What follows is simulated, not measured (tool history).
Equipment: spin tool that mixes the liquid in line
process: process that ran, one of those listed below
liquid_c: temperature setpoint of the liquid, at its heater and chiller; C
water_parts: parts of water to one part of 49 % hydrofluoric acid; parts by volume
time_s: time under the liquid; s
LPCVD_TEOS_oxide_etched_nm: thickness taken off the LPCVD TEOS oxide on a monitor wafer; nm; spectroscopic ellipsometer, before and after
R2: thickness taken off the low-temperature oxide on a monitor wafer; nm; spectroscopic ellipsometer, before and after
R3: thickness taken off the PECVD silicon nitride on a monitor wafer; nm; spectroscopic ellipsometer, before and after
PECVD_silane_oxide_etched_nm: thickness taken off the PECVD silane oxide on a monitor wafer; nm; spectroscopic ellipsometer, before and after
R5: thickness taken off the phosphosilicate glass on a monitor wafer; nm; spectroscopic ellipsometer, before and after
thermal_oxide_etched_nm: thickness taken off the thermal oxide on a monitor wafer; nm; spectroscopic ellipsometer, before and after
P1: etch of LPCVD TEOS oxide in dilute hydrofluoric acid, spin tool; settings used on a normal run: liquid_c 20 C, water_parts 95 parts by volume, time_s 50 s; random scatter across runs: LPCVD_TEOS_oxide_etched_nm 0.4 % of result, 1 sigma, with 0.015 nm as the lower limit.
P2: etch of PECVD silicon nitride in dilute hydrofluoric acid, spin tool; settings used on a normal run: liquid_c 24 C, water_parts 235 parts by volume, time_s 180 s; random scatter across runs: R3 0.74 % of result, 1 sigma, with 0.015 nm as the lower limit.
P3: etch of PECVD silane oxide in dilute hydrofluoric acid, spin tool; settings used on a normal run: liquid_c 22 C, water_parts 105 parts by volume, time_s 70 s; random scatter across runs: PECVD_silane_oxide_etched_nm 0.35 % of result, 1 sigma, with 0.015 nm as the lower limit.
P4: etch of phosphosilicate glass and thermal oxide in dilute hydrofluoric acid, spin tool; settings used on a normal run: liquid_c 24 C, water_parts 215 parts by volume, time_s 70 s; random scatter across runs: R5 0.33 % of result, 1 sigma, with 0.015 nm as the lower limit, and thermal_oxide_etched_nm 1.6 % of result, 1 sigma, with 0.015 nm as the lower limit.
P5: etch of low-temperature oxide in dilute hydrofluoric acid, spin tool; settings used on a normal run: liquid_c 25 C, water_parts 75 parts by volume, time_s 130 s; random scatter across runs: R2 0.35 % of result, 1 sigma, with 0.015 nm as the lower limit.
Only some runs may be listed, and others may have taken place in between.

Run 1, hour 10: process P1, liquid_c 20 C, water_parts 95 parts by volume, time_s 50 s. Result: LPCVD_TEOS_oxide_etched_nm 26.084 nm.
Run 2, hour 19: process P5, liquid_c 25 C, water_parts 75 parts by volume, time_s 130 s. Result: R2 53.852 nm.
Run 3, hour 29.6: process P1, liquid_c 20 C, water_parts 175 parts by volume, time_s 50 s. Result: LPCVD_TEOS_oxide_etched_nm 13.035 nm.
Run 4, hour 38: process P1, liquid_c 20 C, water_parts 95 parts by volume, time_s 20 s. Result: LPCVD_TEOS_oxide_etched_nm 10.425 nm.
Run 5, hour 53.4: process P2, liquid_c 24 C, water_parts 235 parts by volume, time_s 180 s. Result: R3 3.1209 nm.
Run 6, hour 62.1: process P3, liquid_c 17 C, water_parts 105 parts by volume, time_s 70 s. Result: PECVD_silane_oxide_etched_nm 25.034 nm.
Run 7, hour 71.6: process P2, liquid_c 24 C, water_parts 65 parts by volume, time_s 180 s. Result: R3 11.187 nm.
Run 8, hour 82.5: process P3, liquid_c 22 C, water_parts 105 parts by volume, time_s 15 s. Result: PECVD_silane_oxide_etched_nm 6.5624 nm.
Run 9, hour 98.9: process P1, liquid_c 28 C, water_parts 95 parts by volume, time_s 50 s. Result: LPCVD_TEOS_oxide_etched_nm 35.784 nm.
Run 10, hour 114.9: process P3, liquid_c 22 C, water_parts 105 parts by volume, time_s 70 s. Result: PECVD_silane_oxide_etched_nm 30.684 nm.
Run 11, hour 126.3: process P2, liquid_c 24 C, water_parts 235 parts by volume, time_s 180 s. Result: R3 3.1173 nm.
Run 12, hour 140.2: process P1, liquid_c 20 C, water_parts 30 parts by volume, time_s 50 s. Result: LPCVD_TEOS_oxide_etched_nm 88.898 nm.
Run 13, hour 156.4: process P4, liquid_c 24 C, water_parts 50 parts by volume, time_s 70 s. Result: R5 209.65 nm, thermal_oxide_etched_nm 7.2422 nm.
At hour 156.9: hydrofluoric acid flow meter replaced.
Run 14, hour 168.5: process P1, liquid_c 20 C, water_parts 95 parts by volume, time_s 50 s. Result: LPCVD_TEOS_oxide_etched_nm 26.011 nm.
Run 15, hour 183.5: process P5, liquid_c 25 C, water_parts 25 parts by volume, time_s 130 s. Result: R2 172.38 nm.
Run 16, hour 193.3: process P2, liquid_c 24 C, water_parts 235 parts by volume, time_s 95 s. Result: R3 1.6763 nm.
Run 17, hour 209.5: process P1, liquid_c 20 C, water_parts 95 parts by volume, time_s 50 s. Result: LPCVD_TEOS_oxide_etched_nm 25.951 nm.
Run 18, hour 219.3: process P5, liquid_c 33 C, water_parts 75 parts by volume, time_s 130 s. Result: R2 73.516 nm.
Run 19, hour 236.8: process P1, liquid_c 20 C, water_parts 95 parts by volume, time_s 50 s. Result: LPCVD_TEOS_oxide_etched_nm 26.002 nm.
Run 20, hour 248.8: process P2, liquid_c 17 C, water_parts 235 parts by volume, time_s 180 s. Result: R3 2.011 nm.
Run 21, hour 258: process P5, liquid_c 25 C, water_parts 75 parts by volume, time_s 130 s. Result: R2 53.743 nm.
Run 22, hour 272.7: process P1, liquid_c 20 C, water_parts 95 parts by volume, time_s 50 s. Result: LPCVD_TEOS_oxide_etched_nm 26.006 nm.
Run 23, hour 282.4: process P4, liquid_c 17 C, water_parts 215 parts by volume, time_s 70 s. Result: R5 30.568 nm, thermal_oxide_etched_nm 1.0416 nm.
Run 24, hour 299.6: process P3, liquid_c 22 C, water_parts 50 parts by volume, time_s 70 s. Result: PECVD_silane_oxide_etched_nm 68.962 nm.
Run 25, hour 312.8: process P4, liquid_c 24 C, water_parts 215 parts by volume, time_s 70 s. Result: R5 39.923 nm, thermal_oxide_etched_nm 1.3023 nm.
Run 26, hour 328.5: process P1, liquid_c 17 C, water_parts 95 parts by volume, time_s 50 s. Result: LPCVD_TEOS_oxide_etched_nm 23.014 nm.
Run 27, hour 340.1: process P1, liquid_c 20 C, water_parts 95 parts by volume, time_s 50 s. Result: LPCVD_TEOS_oxide_etched_nm 26.197 nm.
Run 28, hour 355.7: process P5, liquid_c 25 C, water_parts 75 parts by volume, time_s 235 s. Result: R2 97.727 nm.
Run 29, hour 364.7: process P4, liquid_c 24 C, water_parts 215 parts by volume, time_s 125 s. Result: R5 71.291 nm, thermal_oxide_etched_nm 2.3465 nm.
Run 30, hour 372.8: process P1, liquid_c 24 C, water_parts 95 parts by volume, time_s 20 s. Result: LPCVD_TEOS_oxide_etched_nm 12.26 nm.
Run 31, hour 389.9: process P1, liquid_c 20 C, water_parts 95 parts by volume, time_s 85 s. Result: LPCVD_TEOS_oxide_etched_nm 44.615 nm.
Run 32, hour 398.8: process P1, liquid_c 20 C, water_parts 95 parts by volume, time_s 50 s. Result: LPCVD_TEOS_oxide_etched_nm 25.9 nm.
Run 33, hour 409: process P1, liquid_c 20 C, water_parts 95 parts by volume, time_s 50 s. Result: LPCVD_TEOS_oxide_etched_nm 25.254 nm.

What will run 34 give?
Run 34, hour 424.5: process P1, liquid_c 20 C, water_parts 95 parts by volume, time_s 50 s. Result: LPCVD_TEOS_oxide_etched_nm ?.

{"run 34": {"LPCVD_TEOS_oxide_etched_nm": 24.722}}
